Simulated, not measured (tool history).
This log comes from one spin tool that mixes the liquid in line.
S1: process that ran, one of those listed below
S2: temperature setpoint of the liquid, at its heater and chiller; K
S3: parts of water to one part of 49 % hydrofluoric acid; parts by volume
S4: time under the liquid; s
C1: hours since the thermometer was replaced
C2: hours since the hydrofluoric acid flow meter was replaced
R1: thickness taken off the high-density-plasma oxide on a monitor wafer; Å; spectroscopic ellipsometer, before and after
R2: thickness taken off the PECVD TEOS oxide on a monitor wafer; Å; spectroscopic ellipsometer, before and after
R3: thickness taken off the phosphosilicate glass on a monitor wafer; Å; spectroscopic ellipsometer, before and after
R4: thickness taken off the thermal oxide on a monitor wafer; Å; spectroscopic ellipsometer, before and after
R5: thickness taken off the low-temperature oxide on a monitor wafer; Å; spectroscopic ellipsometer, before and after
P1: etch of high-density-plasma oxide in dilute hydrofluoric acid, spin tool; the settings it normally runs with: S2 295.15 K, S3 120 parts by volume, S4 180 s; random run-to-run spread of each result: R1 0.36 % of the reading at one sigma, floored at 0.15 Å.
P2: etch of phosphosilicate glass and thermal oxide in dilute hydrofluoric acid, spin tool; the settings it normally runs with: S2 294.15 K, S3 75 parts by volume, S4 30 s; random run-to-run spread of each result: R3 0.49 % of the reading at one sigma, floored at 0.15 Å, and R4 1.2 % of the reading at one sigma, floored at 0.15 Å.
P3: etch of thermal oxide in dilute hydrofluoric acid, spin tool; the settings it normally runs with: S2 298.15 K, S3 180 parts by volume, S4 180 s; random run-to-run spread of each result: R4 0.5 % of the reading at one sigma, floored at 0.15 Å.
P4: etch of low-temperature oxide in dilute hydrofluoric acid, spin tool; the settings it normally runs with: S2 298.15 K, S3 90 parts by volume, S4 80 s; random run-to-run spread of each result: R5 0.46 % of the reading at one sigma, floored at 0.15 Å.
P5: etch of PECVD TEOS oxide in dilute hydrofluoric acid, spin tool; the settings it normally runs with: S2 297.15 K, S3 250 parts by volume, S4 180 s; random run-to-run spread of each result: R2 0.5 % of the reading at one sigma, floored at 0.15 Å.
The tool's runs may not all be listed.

run   hour  S1      S2   S3   S4      C1     C2      R1      R2      R3      R4      R5
  1    2.9  P1  295.15  120  180  1194.3  245.2  107.44
  2    5.9  P1  299.65  120  180  1197.3  248.2  127.74
  3    9.2  P5  297.15  340  180  1200.6  251.5          38.668
  4   12.6  P2  294.15   25   30    1204  254.9                  2069.8  53.281
  5   17.9  P3  298.15  180  355  1209.3  260.2                          86.715
  6   22.5  P5  290.15  250  180  1213.9  264.8          43.562
      24.9  -- thermometer replaced
  7   28.4  P5  297.15  250  180     3.5  270.7          57.041
  8   33.9  P1  295.15  120  180       9  276.2  107.54
  9   37.5  P3  298.15  180  180    12.6  279.8                          44.303
 10   41.6  P2  294.15   75   15    16.7  283.9                  325.12  8.4873
 11   47.3  P1  295.15   75  180    22.4  289.6   180.8
 12   50.1  P1  295.15  120  260    25.2  292.4  153.84
 13   53.7  P1  295.15  120   30    28.8    296  17.867
 14   59.3  P1  295.15  120  180    34.4  301.6  106.44
 15   65.3  P4  303.15   90   80    40.4  307.6                                  183.71
 16   69.1  P3  306.15  180  180    44.2  311.4                           58.75
 17     75  P2  294.15   75   30    50.1  317.3                  645.61  16.357
 18   77.8  P1  290.15  120  180    52.9  320.1  87.936
 19   81.9  P5  297.15  250  180      57  324.2          56.886
 20   87.3  P1  295.15  120  180    62.4  329.6  107.19
 21   90.5  P5  297.15  250  285    65.6  332.8          90.133
 22   93.3  P4  298.15   90   80    68.4  335.6                                  151.97
 23   98.3  P1  290.15  120  285    73.4  340.6   137.9
 24  101.3  P3  298.15  180  180    76.4  343.6                          44.331
 25  104.1  P3  298.15  290  180    79.2  346.4                          24.403
 26  107.1  P4  298.15   45   80    82.2  349.4                                  322.02
 27  111.8  P1  295.15  165  180    86.9  354.1  73.678
 28  117.1  P4  298.15   90   35    92.2  359.4                                  65.929
 29  121.3  P2  300.65   75   30    96.4  363.6                  840.45  22.074
 30  126.7  P1  295.15  120  180   101.8    369  107.75
 31  129.8  P1  295.15  120  180   104.9  372.1  110.34
 32  132.9  P1  295.15  120  180     108  375.2  111.36
 33    138  P1  295.15  120  180   113.1  380.3  114.47
 34  142.6  P1  295.15  120  180   117.7  384.9  114.66
 35  148.8  P1  295.15  120  180   123.9  391.1   116.7
 36  154.2  P1  295.15  120  180   129.3  396.5   116.6
 37  160.2  P1  295.15  120  180   135.3  402.5  117.39

The next listed run, before its measurement:
 38  165.6  P1  295.15  120  180  140.7  407.9   ?

{"run 38": {"R1": 117.78}}
